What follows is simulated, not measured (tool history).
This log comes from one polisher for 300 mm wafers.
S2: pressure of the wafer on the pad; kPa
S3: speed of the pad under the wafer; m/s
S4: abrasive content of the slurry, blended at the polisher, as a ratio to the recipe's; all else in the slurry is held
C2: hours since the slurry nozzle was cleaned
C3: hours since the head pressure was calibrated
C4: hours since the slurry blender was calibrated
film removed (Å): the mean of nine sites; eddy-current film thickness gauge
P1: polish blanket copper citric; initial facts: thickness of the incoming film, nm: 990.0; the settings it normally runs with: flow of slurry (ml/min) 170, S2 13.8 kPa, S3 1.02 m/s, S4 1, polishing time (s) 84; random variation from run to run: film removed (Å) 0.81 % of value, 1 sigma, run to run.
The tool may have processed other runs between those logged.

Run 1, hour 12.8: flow of slurry (ml/min) 170, S2 13.8 kPa, S3 1.02 m/s, S4 1, polishing time (s) 84; wafers polished on this pad 561; C2 303.8; C3 674.3; C4 264.1. Result: film removed (Å) 1395.4.
At hour 19.9: head pressure recalibrated.
Run 2, hour 23.3: flow of slurry (ml/min) 170, S2 13.8 kPa, S3 1.02 m/s, S4 1, polishing time (s) 114; wafers polished on this pad 690; C2 314.3; C3 3.4; C4 274.6. Result: film removed (Å) 1896.4.
Run 3, hour 33.1: flow of slurry (ml/min) 100, S2 13.8 kPa, S3 1.4 m/s, S4 1, polishing time (s) 84; wafers polished on this pad 810; C2 324.1; C3 13.2; C4 284.4. Result: film removed (Å) 1704.4.
Run 4, hour 40.3: flow of slurry (ml/min) 245, S2 13.8 kPa, S3 1.02 m/s, S4 1, polishing time (s) 84; wafers polished on this pad 899; C2 331.3; C3 20.4; C4 291.6. Result: film removed (Å) 1475.5.
Run 5, hour 51.7: flow of slurry (ml/min) 170, S2 13.8 kPa, S3 1.02 m/s, S4 1, polishing time (s) 84; wafers polished on this pad 1039; C2 342.7; C3 31.8; C4 303. Result: film removed (Å) 1408.9.
Run 6, hour 58.8: flow of slurry (ml/min) 170, S2 13.8 kPa, S3 1.02 m/s, S4 1, polishing time (s) 84; wafers polished on this pad 1126; C2 349.8; C3 38.9; C4 310.1. Result: film removed (Å) 1387.8.
Run 7, hour 71.9: flow of slurry (ml/min) 170, S2 13.8 kPa, S3 1.02 m/s, S4 1.5, polishing time (s) 84; wafers polished on this pad 1287; C2 362.9; C3 52; C4 323.2. Result: film removed (Å) 1521.6.
Run 8, hour 83.8: flow of slurry (ml/min) 170, S2 13.8 kPa, S3 1.02 m/s, S4 1, polishing time (s) 84; wafers polished on this pad 1433; C2 374.8; C3 63.9; C4 335.1. Result: film removed (Å) 1388.
Run 9, hour 94.4: flow of slurry (ml/min) 170, S2 6.9 kPa, S3 1.02 m/s, S4 0.75, polishing time (s) 84; wafers polished on this pad 1563; C2 385.4; C3 74.5; C4 345.7. Result: film removed (Å) 675.88.
Run 10, hour 104.5: flow of slurry (ml/min) 170, S2 9.7 kPa, S3 1.58 m/s, S4 1, polishing time (s) 84; wafers polished on this pad 1687; C2 395.5; C3 84.6; C4 355.8. Result: film removed (Å) 1486.9.
Run 11, hour 115.8: flow of slurry (ml/min) 170, S2 13.8 kPa, S3 1.02 m/s, S4 1, polishing time (s) 54; wafers polished on this pad 1826; C2 406.8; C3 95.9; C4 367.1. Result: film removed (Å) 893.
Run 12, hour 122.5: flow of slurry (ml/min) 170, S2 18.6 kPa, S3 1.02 m/s, S4 1, polishing time (s) 84; wafers polished on this pad 1909; C2 413.5; C3 102.6; C4 373.8. Result: film removed (Å) 1836.4.
Run 13, hour 135.6: flow of slurry (ml/min) 170, S2 13.8 kPa, S3 1.02 m/s, S4 1, polishing time (s) 84; wafers polished on this pad 2070; C2 426.6; C3 115.7; C4 386.9. Result: film removed (Å) 1393.3.
Run 14, hour 146: flow of slurry (ml/min) 100, S2 13.8 kPa, S3 1.02 m/s, S4 1, polishing time (s) 84; wafers polished on this pad 2197; C2 437; C3 126.1; C4 397.3. Result: film removed (Å) 1251.6.
Run 15, hour 153.2: flow of slurry (ml/min) 170, S2 6.2 kPa, S3 1.02 m/s, S4 1, polishing time (s) 84; wafers polished on this pad 2286; C2 444.2; C3 133.3; C4 404.5. Result: film removed (Å) 654.18.
Run 16, hour 160: flow of slurry (ml/min) 170, S2 13.8 kPa, S3 1.6 m/s, S4 1, polishing time (s) 84; wafers polished on this pad 2369; C2 451; C3 140.1; C4 411.3. Result: film removed (Å) 2149.9.
Run 17, hour 170.2: flow of slurry (ml/min) 170, S2 13.8 kPa, S3 0.66 m/s, S4 1, polishing time (s) 84; wafers polished on this pad 2495; C2 461.2; C3 150.3; C4 421.5. Result: film removed (Å) 914.56.
Run 18, hour 176.4: flow of slurry (ml/min) 170, S2 13.8 kPa, S3 1.02 m/s, S4 0.55, polishing time (s) 84; wafers polished on this pad 2571; C2 467.4; C3 156.5; C4 427.7. Result: film removed (Å) 1237.8.
Run 19, hour 182.7: flow of slurry (ml/min) 170, S2 13.8 kPa, S3 1.02 m/s, S4 1, polishing time (s) 84; wafers polished on this pad 2648; C2 473.7; C3 162.8; C4 434. Result: film removed (Å) 1394.5.
Run 20, hour 196.1: flow of slurry (ml/min) 170, S2 13.8 kPa, S3 1.02 m/s, S4 1, polishing time (s) 84; wafers polished on this pad 2813; C2 487.1; C3 176.2; C4 447.4. Result: film removed (Å) 1386.8.
Run 21, hour 204: flow of slurry (ml/min) 170, S2 13.8 kPa, S3 1.02 m/s, S4 1, polishing time (s) 84; wafers polished on this pad 2910; C2 495; C3 184.1; C4 455.3. Result: film removed (Å) 1358.
Run 22, hour 214.5: flow of slurry (ml/min) 170, S2 13.8 kPa, S3 1.02 m/s, S4 1, polishing time (s) 84; wafers polished on this pad 3039; C2 505.5; C3 194.6; C4 465.8. Result: film removed (Å) 1351.
Run 23, hour 227.4: flow of slurry (ml/min) 170, S2 13.8 kPa, S3 1.02 m/s, S4 1, polishing time (s) 84; wafers polished on this pad 3197; C2 518.4; C3 207.5; C4 478.7. Result: film removed (Å) 1320.2.
Run 24, hour 240.8: flow of slurry (ml/min) 170, S2 13.8 kPa, S3 1.02 m/s, S4 1, polishing time (s) 84; wafers polished on this pad 3362; C2 531.8; C3 220.9; C4 492.1. Result: film removed (Å) 1319.6.
Run 25, hour 253.3: flow of slurry (ml/min) 170, S2 13.8 kPa, S3 1.02 m/s, S4 1, polishing time (s) 84; wafers polished on this pad 3515; C2 544.3; C3 233.4; C4 504.6. Result: film removed (Å) 1305.
At hour 255.4: worn pad replaced by a new one.
Run 26, hour 264.3: flow of slurry (ml/min) 170, S2 13.8 kPa, S3 1.02 m/s, S4 1, polishing time (s) 84; wafers polished on this pad 109; C2 555.3; C3 244.4; C4 515.6. Result: film removed (Å) 1297.8.
At hour 270.4: head pressure recalibrated.
Run 27, hour 270.5: flow of slurry (ml/min) 170, S2 13.8 kPa, S3 1.02 m/s, S4 1, polishing time (s) 84; wafers polished on this pad 186; C2 561.5; C3 0.1; C4 521.8. Result: film removed (Å) 1264.8.
Run 28, hour 282.4: flow of slurry (ml/min) 170, S2 13.8 kPa, S3 1.02 m/s, S4 1, polishing time (s) 84; wafers polished on this pad 332; C2 573.4; C3 12; C4 533.7. Result: film removed (Å) 1293.2.
Run 29, hour 295.6: flow of slurry (ml/min) 170, S2 13.8 kPa, S3 1.02 m/s, S4 1, polishing time (s) 84; wafers polished on this pad 494; C2 586.6; C3 25.2; C4 546.9. Result: film removed (Å) 1301.6.

Something has made what P1 gives creep away from where it was; the 2 causes below, each at its own stated size, fit the log equally well:
A: abrasive missing from the slurry, % = 30.1
B: slurry flow missing at the pad, % = 33.1
The gradual shift began around hour 196.1.
Why every other cause is out:
removal rate lost through wear of the pad, %: its service at hour 255.4 followed the start of the drift and did not put the process back to its old value
head's pressure below its setpoint, %: its service at hour 270.4 followed the start of the drift and did not put the process back to its old value

Each of the check runs listed below is run on 2 wafers and reports their average, with the results left as question marks. Pick the one under which the possible causes would lead to clearly different results.
Run check 1, hour 308.8: flow of slurry (ml/min) 170, S2 13.8 kPa, S3 1.24 m/s, S4 1, polishing time (s) 84. Result: film removed (Å) ?.
Run check 2, hour 308.8: flow of slurry (ml/min) 170, S2 13.8 kPa, S3 1.44 m/s, S4 1, polishing time (s) 84. Result: film removed (Å) ?.
Run check 3, hour 308.8: flow of slurry (ml/min) 170, S2 18.6 kPa, S3 1.02 m/s, S4 1, polishing time (s) 84. Result: film removed (Å) ?.
Run check 4, hour 308.8: flow of slurry (ml/min) 100, S2 13.8 kPa, S3 1.02 m/s, S4 1, polishing time (s) 103. Result: film removed (Å) ?.

Predicted outcomes, by check and by cause:
  check            result    if A    if B
check 1  film removed (Å)  1557.8  1557.9
check 2  film removed (Å)  1801.8  1801.8
check 3  film removed (Å)  1724.9    1725
check 4  film removed (Å)  1422.9  1360.2
Per check, the gap between the least separated pair of causes, taken in the result that splits them most: check 1 0 %; check 2 0 %; check 3 0 %; check 4 4.5 %
Check 4 distinguishes between the causes, while the remaining checks would return nearly the same result for all of them.

Then check 4 was run and gave: film removed (Å) 1363.6. Which cause is it?

It is B: slurry flow missing at the pad, %.
